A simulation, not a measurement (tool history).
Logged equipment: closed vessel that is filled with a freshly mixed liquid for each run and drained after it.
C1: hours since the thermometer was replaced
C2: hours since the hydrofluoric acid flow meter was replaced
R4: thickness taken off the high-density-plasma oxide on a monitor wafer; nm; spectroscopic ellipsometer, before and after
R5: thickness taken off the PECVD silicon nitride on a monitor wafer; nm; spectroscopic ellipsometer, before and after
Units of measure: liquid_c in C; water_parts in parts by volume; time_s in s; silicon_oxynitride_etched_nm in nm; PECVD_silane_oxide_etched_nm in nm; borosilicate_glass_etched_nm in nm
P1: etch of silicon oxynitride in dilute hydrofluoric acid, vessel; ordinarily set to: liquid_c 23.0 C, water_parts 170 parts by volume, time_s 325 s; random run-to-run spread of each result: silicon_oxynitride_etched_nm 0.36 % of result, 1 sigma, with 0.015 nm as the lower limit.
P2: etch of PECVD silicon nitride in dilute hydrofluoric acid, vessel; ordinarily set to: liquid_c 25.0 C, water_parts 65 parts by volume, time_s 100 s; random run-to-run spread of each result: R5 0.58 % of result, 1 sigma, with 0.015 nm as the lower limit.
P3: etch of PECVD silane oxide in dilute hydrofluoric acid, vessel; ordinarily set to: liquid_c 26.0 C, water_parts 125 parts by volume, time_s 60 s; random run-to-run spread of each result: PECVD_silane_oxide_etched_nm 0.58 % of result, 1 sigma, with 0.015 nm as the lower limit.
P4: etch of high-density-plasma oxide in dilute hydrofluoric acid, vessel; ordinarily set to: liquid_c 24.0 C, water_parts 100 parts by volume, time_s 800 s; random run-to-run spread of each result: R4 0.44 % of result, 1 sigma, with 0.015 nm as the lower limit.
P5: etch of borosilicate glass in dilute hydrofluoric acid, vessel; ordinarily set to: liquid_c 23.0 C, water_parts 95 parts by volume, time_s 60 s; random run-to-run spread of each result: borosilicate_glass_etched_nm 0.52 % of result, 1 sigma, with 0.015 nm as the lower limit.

run 1 hour=10.1 | process=P1 liquid_c=23.0 water_parts=170 time_s=325 | C1=834.9 C2=122.8 | silicon_oxynitride_etched_nm=8.2716
run 2 hour=19.7 | process=P1 liquid_c=23.0 water_parts=170 time_s=325 | C1=844.5 C2=132.4 | silicon_oxynitride_etched_nm=8.2477
run 3 hour=29.9 | process=P3 liquid_c=26.0 water_parts=125 time_s=60 | C1=854.7 C2=142.6 | PECVD_silane_oxide_etched_nm=20.557
run 4 hour=37.8 | process=P1 liquid_c=23.0 water_parts=305 time_s=575 | C1=862.6 C2=150.5 | silicon_oxynitride_etched_nm=7.3913
run 5 hour=43.4 | process=P5 liquid_c=31.0 water_parts=95 time_s=60 | C1=868.2 C2=156.1 | borosilicate_glass_etched_nm=39.871
run 6 hour=54.0 | process=P4 liquid_c=24.0 water_parts=100 time_s=800 | C1=878.8 C2=166.7 | R4=41.877
-- hour=59.0 thermometer replaced
run 7 hour=61.3 | process=P4 liquid_c=24.0 water_parts=100 time_s=800 | C1=2.3 C2=174.0 | R4=41.936
run 8 hour=69.7 | process=P4 liquid_c=24.0 water_parts=100 time_s=410 | C1=10.7 C2=182.4 | R4=21.563
run 9 hour=77.4 | process=P2 liquid_c=19.5 water_parts=65 time_s=100 | C1=18.4 C2=190.1 | R5=3.0081
run 10 hour=87.0 | process=P3 liquid_c=26.0 water_parts=125 time_s=30 | C1=28.0 C2=199.7 | PECVD_silane_oxide_etched_nm=10.277
run 11 hour=92.8 | process=P1 liquid_c=23.0 water_parts=170 time_s=325 | C1=33.8 C2=205.5 | silicon_oxynitride_etched_nm=8.2051
run 12 hour=98.6 | process=P5 liquid_c=23.0 water_parts=95 time_s=90 | C1=39.6 C2=211.3 | borosilicate_glass_etched_nm=43.666
run 13 hour=107.2 | process=P1 liquid_c=23.0 water_parts=90 time_s=325 | C1=48.2 C2=219.9 | silicon_oxynitride_etched_nm=16.7090
run 14 hour=115.4 | process=P4 liquid_c=17.0 water_parts=100 time_s=800 | C1=56.4 C2=228.1 | R4=31.744
run 15 hour=123.1 | process=P1 liquid_c=23.0 water_parts=170 time_s=325 | C1=64.1 C2=235.8 | silicon_oxynitride_etched_nm=8.3143
run 16 hour=128.5 | process=P1 liquid_c=28.0 water_parts=170 time_s=545 | C1=69.5 C2=241.2 | silicon_oxynitride_etched_nm=17.4220
run 17 hour=135.1 | process=P5 liquid_c=23.0 water_parts=95 time_s=60 | C1=76.1 C2=247.8 | borosilicate_glass_etched_nm=28.917
run 18 hour=144.8 | process=P4 liquid_c=24.0 water_parts=50 time_s=800 | C1=85.8 C2=257.5 | R4=90.248
run 19 hour=151.4 | process=P1 liquid_c=23.0 water_parts=170 time_s=325 | C1=92.4 C2=264.1 | silicon_oxynitride_etched_nm=8.3149
run 20 hour=159.2 | process=P2 liquid_c=25.0 water_parts=115 time_s=100 | C1=100.2 C2=271.9 | R5=2.4948
run 21 hour=170.3 | process=P1 liquid_c=30.5 water_parts=170 time_s=325 | C1=111.3 C2=283.0 | silicon_oxynitride_etched_nm=11.4930
run 22 hour=181.8 | process=P3 liquid_c=19.0 water_parts=125 time_s=60 | C1=122.8 C2=294.5 | PECVD_silane_oxide_etched_nm=15.680
run 23 hour=192.7 | process=P1 liquid_c=23.0 water_parts=170 time_s=105 | C1=133.7 C2=305.4 | silicon_oxynitride_etched_nm=2.6597
run 24 hour=202.9 | process=P5 liquid_c=23.0 water_parts=20 time_s=60 | C1=143.9 C2=315.6 | borosilicate_glass_etched_nm=151.710
run 25 hour=214.0 | process=P2 liquid_c=25.0 water_parts=65 time_s=100 | C1=155.0 C2=326.7 | R5=4.4352
run 26 hour=225.4 | process=P1 liquid_c=17.0 water_parts=170 time_s=325 | C1=166.4 C2=338.1 | silicon_oxynitride_etched_nm=6.1993
run 27 hour=231.8 | process=P5 liquid_c=23.0 water_parts=95 time_s=60 | C1=172.8 C2=344.5 | borosilicate_glass_etched_nm=29.104
run 28 hour=238.8 | process=P3 liquid_c=26.0 water_parts=125 time_s=60 | C1=179.8 C2=351.5 | PECVD_silane_oxide_etched_nm=20.651
run 29 hour=245.0 | process=P2 liquid_c=25.0 water_parts=65 time_s=100 | C1=186.0 C2=357.7 | R5=4.4037
run 30 hour=255.1 | process=P1 liquid_c=23.0 water_parts=240 time_s=325 | C1=196.1 C2=367.8 | silicon_oxynitride_etched_nm=5.5857
run 31 hour=261.0 | process=P2 liquid_c=25.0 water_parts=65 time_s=195 | C1=202.0 C2=373.7 | R5=8.5804
run 32 hour=266.2 | process=P1 liquid_c=23.0 water_parts=170 time_s=325 | C1=207.2 C2=378.9 | silicon_oxynitride_etched_nm=8.2603
run 33 hour=276.4 | process=P3 liquid_c=26.0 water_parts=75 time_s=60 | C1=217.4 C2=389.1 | PECVD_silane_oxide_etched_nm=36.191
run 34 hour=283.1 | process=P1 liquid_c=23.0 water_parts=170 time_s=560 | C1=224.1 C2=395.8 | silicon_oxynitride_etched_nm=14.1290
run 35 hour=291.3 | process=P1 liquid_c=23.0 water_parts=170 time_s=325 | C1=232.3 C2=404.0 | silicon_oxynitride_etched_nm=8.2941
run 36 hour=296.8 | process=P1 liquid_c=23.0 water_parts=170 time_s=325 | C1=237.8 C2=409.5 | silicon_oxynitride_etched_nm=8.4440
run 37 hour=306.3 | process=P1 liquid_c=23.0 water_parts=170 time_s=325 | C1=247.3 C2=419.0 | silicon_oxynitride_etched_nm=8.5959
run 38 hour=314.7 | process=P1 liquid_c=23.0 water_parts=170 time_s=325 | C1=255.7 C2=427.4 | silicon_oxynitride_etched_nm=8.7438
run 39 hour=323.0 | process=P1 liquid_c=23.0 water_parts=170 time_s=325 | C1=264.0 C2=435.7 | silicon_oxynitride_etched_nm=8.7519
run 40 hour=328.2 | process=P1 liquid_c=23.0 water_parts=170 time_s=325 | C1=269.2 C2=440.9 | silicon_oxynitride_etched_nm=8.7516
run 41 hour=337.6 | process=P1 liquid_c=23.0 water_parts=170 time_s=325 | C1=278.6 C2=450.3 | silicon_oxynitride_etched_nm=8.8221
run 42 hour=348.4 | process=P1 liquid_c=23.0 water_parts=170 time_s=325 | C1=289.4 C2=461.1 | silicon_oxynitride_etched_nm=8.8500
run 43 hour=359.4 | process=P1 liquid_c=23.0 water_parts=170 time_s=325 | C1=300.4 C2=472.1 | silicon_oxynitride_etched_nm=8.8358
run 44 hour=370.6 | process=P1 liquid_c=23.0 water_parts=170 time_s=325 | C1=311.6 C2=483.3 | silicon_oxynitride_etched_nm=8.8014
run 45 hour=376.3 | process=P1 liquid_c=23.0 water_parts=170 time_s=325 | C1=317.3 C2=489.0 | silicon_oxynitride_etched_nm=8.8861
run 46 hour=381.9 | process=P1 liquid_c=23.0 water_parts=170 time_s=325 | C1=322.9 C2=494.6 | silicon_oxynitride_etched_nm=8.8678

Something has made what P1 gives creep away from where it was; the 2 causes below, each at its own stated size, fit the log equally well:
A: liquid hotter than its thermometer reads (K) = 1.53
B: hydrofluoric acid flow above the setpoint (%) = 6.35
The gradual shift began around hour 291.3.

Which of the check runs below tells the causes apart, meaning the causes would give it clearly different results? Each run uses 2 wafers whose results are averaged, and each result is shown as a question mark.
run check 1 hour=387.5 | process=P3 liquid_c=22.5 water_parts=125 time_s=60 | PECVD_silane_oxide_etched_nm=?
run check 2 hour=387.5 | process=P2 liquid_c=25.0 water_parts=105 time_s=170 | R5=?
run check 3 hour=387.5 | process=P5 liquid_c=30.5 water_parts=20 time_s=60 | borosilicate_glass_etched_nm=?
run check 4 hour=387.5 | process=P4 liquid_c=18.0 water_parts=100 time_s=515 | R4=?

Check results expected under each cause:
check=check_1 result=PECVD_silane_oxide_etched_nm if_A=19.055 if_B=19.250
check=check_2 result=R5 if_A=5.1656 if_B=4.9721
check=check_3 result=borosilicate_glass_etched_nm if_A=220.620 if_B=221.060
check=check_4 result=R4 if_A=22.680 if_B=22.780
Minimum pairwise separation of causes per check, each pair taken at its best-separating result: check 1 1.02 %; check 2 3.82 %; check 3 0.2 %; check 4 0.44 %
Of the check runs offered, only check 2 discriminates between the causes; the rest would read about the same regardless of which cause applies.

Running check 2 produced the following: R5 4.9470 nm. Which one of the listed causes fits?

B is the cause: hydrofluoric acid flow above the setpoint (%).
